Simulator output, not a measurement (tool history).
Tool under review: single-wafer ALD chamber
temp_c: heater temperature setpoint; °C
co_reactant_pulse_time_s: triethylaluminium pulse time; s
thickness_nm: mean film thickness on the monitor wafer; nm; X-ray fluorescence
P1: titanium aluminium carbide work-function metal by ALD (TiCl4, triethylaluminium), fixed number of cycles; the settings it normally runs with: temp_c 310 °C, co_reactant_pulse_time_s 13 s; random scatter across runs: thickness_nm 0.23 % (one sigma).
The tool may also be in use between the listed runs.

Run 1, day 0.2: temp_c 310 °C, co_reactant_pulse_time_s 13 s. Result: thickness_nm 2.1874 nm.
Run 2, day 0.371: temp_c 332 °C, co_reactant_pulse_time_s 13 s. Result: thickness_nm 2.393 nm.
Run 3, day 0.512: temp_c 310 °C, co_reactant_pulse_time_s 7.6 s. Result: thickness_nm 2.0572 nm.
Run 4, day 0.667: temp_c 285 °C, co_reactant_pulse_time_s 13 s. Result: thickness_nm 1.9598 nm.
Run 5, day 0.838: temp_c 310 °C, co_reactant_pulse_time_s 13 s. Result: thickness_nm 2.1959 nm.
Run 6, day 1.004: temp_c 310 °C, co_reactant_pulse_time_s 20.99 s. Result: thickness_nm 2.21 nm.
Run 7, day 1.133: temp_c 310 °C, co_reactant_pulse_time_s 13 s. Result: thickness_nm 2.1842 nm.
Run 8, day 1.358: temp_c 310 °C, co_reactant_pulse_time_s 13 s. Result: thickness_nm 2.1828 nm.
Run 9, day 1.475: temp_c 310 °C, co_reactant_pulse_time_s 13 s. Result: thickness_nm 2.196 nm.
Run 10, day 1.642: temp_c 288 °C, co_reactant_pulse_time_s 9.52 s. Result: thickness_nm 1.9331 nm.
Run 11, day 1.85: temp_c 310 °C, co_reactant_pulse_time_s 13 s. Result: thickness_nm 2.1852 nm.
Run 12, day 1.975: temp_c 310 °C, co_reactant_pulse_time_s 13 s. Result: thickness_nm 2.1815 nm.
Run 13, day 2.196: temp_c 310 °C, co_reactant_pulse_time_s 13 s. Result: thickness_nm 2.1629 nm.
Run 14, day 2.417: temp_c 310 °C, co_reactant_pulse_time_s 13 s. Result: thickness_nm 2.1449 nm.
Run 15, day 2.612: temp_c 310 °C, co_reactant_pulse_time_s 13 s. Result: thickness_nm 2.146 nm.
Run 16, day 2.742: temp_c 310 °C, co_reactant_pulse_time_s 13 s. Result: thickness_nm 2.1436 nm.
Run 17, day 2.958: temp_c 310 °C, co_reactant_pulse_time_s 13 s. Result: thickness_nm 2.1378 nm.
Run 18, day 3.067: temp_c 310 °C, co_reactant_pulse_time_s 13 s. Result: thickness_nm 2.1359 nm.
Run 19, day 3.238: temp_c 310 °C, co_reactant_pulse_time_s 13 s. Result: thickness_nm 2.1403 nm.

What P1 gives has crept away from where it was. These 2 causes fit the log equally well, each at the size given:
A: triethylaluminium dose below that of a fresh bottle (%) = 25.2
B: wafer temperature below the value expected at the setpoint (K) = 5.73
At approximately day 1.975, the process output began to creep.

Question marks stand in for the results of the 4 check runs listed below, each run on one wafer. Under which run would the listed causes show clearly different results?
Run check 1, day 3.408: temp_c 331 °C, co_reactant_pulse_time_s 13 s. Result: thickness_nm ?.
Run check 2, day 3.408: temp_c 288 °C, co_reactant_pulse_time_s 13 s. Result: thickness_nm ?.
Run check 3, day 3.408: temp_c 288 °C, co_reactant_pulse_time_s 20.54 s. Result: thickness_nm ?.
Run check 4, day 3.408: temp_c 289 °C, co_reactant_pulse_time_s 13 s. Result: thickness_nm ?.

Outcome of each check run for each possible cause:
  check        result    if A    if B
check 1  thickness_nm  2.3258  2.3295
check 2  thickness_nm  1.9406  1.9367
check 3  thickness_nm  2.0009  1.9572
check 4  thickness_nm  1.9494  1.9457
How far apart the two closest causes lie, in the result that separates them most: check 1 0.16 %; check 2 0.2 %; check 3 2.21 %; check 4 0.19 %
Of the check runs offered, only check 3 discriminates between the causes; the rest would read about the same regardless of which cause applies.

Check 3 was carried out, with these results: thickness_nm 2.0063 nm. Which of the listed causes is responsible?

It is A: triethylaluminium dose below that of a fresh bottle (%).
